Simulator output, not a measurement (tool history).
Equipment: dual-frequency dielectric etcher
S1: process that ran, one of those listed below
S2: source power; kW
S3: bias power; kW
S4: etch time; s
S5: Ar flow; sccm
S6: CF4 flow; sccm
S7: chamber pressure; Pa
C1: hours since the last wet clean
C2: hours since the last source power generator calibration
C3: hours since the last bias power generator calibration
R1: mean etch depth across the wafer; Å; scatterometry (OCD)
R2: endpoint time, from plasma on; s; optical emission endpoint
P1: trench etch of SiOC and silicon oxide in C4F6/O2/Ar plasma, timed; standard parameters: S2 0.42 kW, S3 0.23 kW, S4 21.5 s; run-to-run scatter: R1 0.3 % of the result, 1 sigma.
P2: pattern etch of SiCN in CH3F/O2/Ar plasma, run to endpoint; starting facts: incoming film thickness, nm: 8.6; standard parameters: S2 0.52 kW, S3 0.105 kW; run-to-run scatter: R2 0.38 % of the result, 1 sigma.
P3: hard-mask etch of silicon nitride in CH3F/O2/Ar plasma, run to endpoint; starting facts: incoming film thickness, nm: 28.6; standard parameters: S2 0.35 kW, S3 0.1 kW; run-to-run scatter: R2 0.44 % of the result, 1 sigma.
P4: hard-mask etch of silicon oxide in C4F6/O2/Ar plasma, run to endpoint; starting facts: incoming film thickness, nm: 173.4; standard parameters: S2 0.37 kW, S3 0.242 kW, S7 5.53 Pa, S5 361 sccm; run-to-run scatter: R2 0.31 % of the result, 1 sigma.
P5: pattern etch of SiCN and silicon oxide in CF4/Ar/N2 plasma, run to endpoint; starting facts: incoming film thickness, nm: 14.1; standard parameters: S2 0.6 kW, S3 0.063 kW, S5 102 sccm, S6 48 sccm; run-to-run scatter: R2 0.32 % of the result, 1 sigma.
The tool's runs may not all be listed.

run   hour  S1    S2     S3    S4   S5  S6    S7     C1      C2     C3      R1      R2
  1    7.1  P1  0.42   0.23  21.5                 275.5  1308.9  569.8  464.55
  2   14.8  P1  0.42   0.23  15.5                 283.2  1316.6  577.5  336.63
  3   22.2  P1  0.42   0.23  21.5                 290.6    1324  584.9  465.84
  4   29.5  P5   0.6  0.063        102  48        297.9  1331.3  592.2          14.326
  5   37.4  P5   0.6  0.063        102  48        305.8  1339.2  600.1          14.189
  6   47.6  P2  0.52  0.105                         316  1349.4  610.3          18.546
  7   56.1  P2  0.72  0.105                       324.5  1357.9  618.8           16.38
  8   63.2  P3  0.43    0.1                       331.6    1365  625.9          35.173
  9   70.8  P1  0.58   0.23  21.5                 339.2  1372.6  633.5  527.77
 10   79.3  P3  0.35    0.1                       347.7  1381.1    642          37.782
 11   89.7  P2  0.52  0.105                       358.1  1391.5  652.4          18.341
 12   95.2  P1  0.42  0.279    12                 363.6    1397  657.9   277.3
 13    101  P1  0.27   0.23  21.5                 369.4  1402.8  663.7  391.99
 14  111.2  P4  0.37  0.242        361      5.53  379.6    1413  673.9          54.093
 15  120.5  P5   0.6  0.063        143  48        388.9  1422.3  683.2          15.197
 16  130.2  P1  0.42   0.23    28                 398.6    1432  692.9  605.42
 17  138.3  P1  0.42  0.161  21.5                 406.7  1440.1    701  416.78
 18    144  P1  0.42   0.23  21.5                 412.4  1445.8  706.7  465.22
 19  154.7  P4  0.37  0.242        361       7.4  423.1  1456.5  717.4          56.256
 20  164.9  P1  0.53   0.23    31                 433.3  1466.7  727.6  731.08
     172.2  -- bias power generator calibrated
 21  173.9  P2  0.52  0.069                       442.3  1475.7    1.8           21.56
 22  185.8  P4  0.25  0.242        361      5.53  454.2  1487.6   13.7          63.119
 23  192.8  P5   0.6  0.063        102  58        461.2  1494.6   20.7          13.775
 24  200.6  P1  0.42   0.23  21.5                   469  1502.4   28.5  467.44
 25  209.3  P1  0.42   0.23  21.5                 477.7  1511.1   37.2  463.77
 26  219.9  P3  0.35  0.138                       488.3  1521.7   47.8          33.623
 27  230.5  P1  0.42   0.23  21.5                 498.9  1532.3   58.4  463.71
 28    241  P4  0.37  0.242        361      5.53  509.4  1542.8   68.9           54.42
 29  249.6  P5  0.43  0.063        102  48          518  1551.4   77.5           19.24
 30  258.2  P1  0.42  0.307  21.5                 526.6    1560   86.1  514.52
 31  267.2  P1  0.42   0.23  21.5                 535.6    1569   95.1  466.14
 32    274  P4  0.37  0.176        361      5.53  542.4  1575.8  101.9          59.901
 33  282.1  P4  0.37  0.242        456      5.53  550.5  1583.9    110          55.687
 34  289.4  P5   0.6  0.038        102  48        557.8  1591.2  117.3          16.856
 35  299.7  P1  0.42   0.23  21.5                 568.1  1601.5  127.6  463.65
 36  309.5  P1  0.42   0.23  21.5                 577.9  1611.3  137.4  469.01
 37  321.2  P1  0.42   0.23  21.5                 589.6    1623  149.1   471.8
 38  328.1  P1  0.42   0.23  21.5                 596.5  1629.9    156  469.61
 39  337.2  P1  0.42   0.23  21.5                 605.6    1639  165.1  470.35
     339.4  -- wet clean of the chamber
 40  342.7  P1  0.42   0.23  21.5                   3.4  1644.5  170.6  469.14
 41  349.2  P1  0.42   0.23  21.5                   9.9    1651  177.1  473.32
 42  355.2  P1  0.42   0.23  21.5                  15.9    1657  183.1  469.67

What P1 gives has crept off from where it sat before. The 2 causes that follow fit the log equally well, each at the size noted:
A: source power that arrives over what is set, % = 3.93
B: bias power that arrives over what is set, % = 4.54
Creep in the process output first set in at about hour 299.7.
The rest of the possible causes, and what rules out each one:
chamber walls in a state that raises the etch rate, %: was serviced at hour 339.4, once the creep was under way, yet the earlier output never came back

You are offered 4 check runs, listed below with question marks in place of their results; each one averages 2 wafers. Which run separates the listed causes by giving clearly different results for each?
check 1  361.2  P4  0.37  0.205      361      5.53                   ?
check 2  361.2  P2  0.69  0.071                                      ?
check 3  361.2  P3  0.42  0.124                                      ?
check 4  361.2  P5   0.6  0.039      102  48                         ?

Outcome of each check run for each possible cause:
  check  result    if A    if B
check 1      R2  56.531  56.549
check 2      R2  18.881  18.875
check 3      R2  32.288    32.2
check 4      R2  16.115  16.456
Separation of the two closest causes in each check, using whichever result separates them best: check 1 0.03 %; check 2 0.03 %; check 3 0.27 %; check 4 2.09 %
Only in check 4 would the causes give clearly different results; in the remaining checks their results would be nearly the same.

Check 4 was carried out, with these results: R2 16.469 s. Which of the listed causes is responsible?

Of the candidate causes, it is B: bias power that arrives over what is set, %.
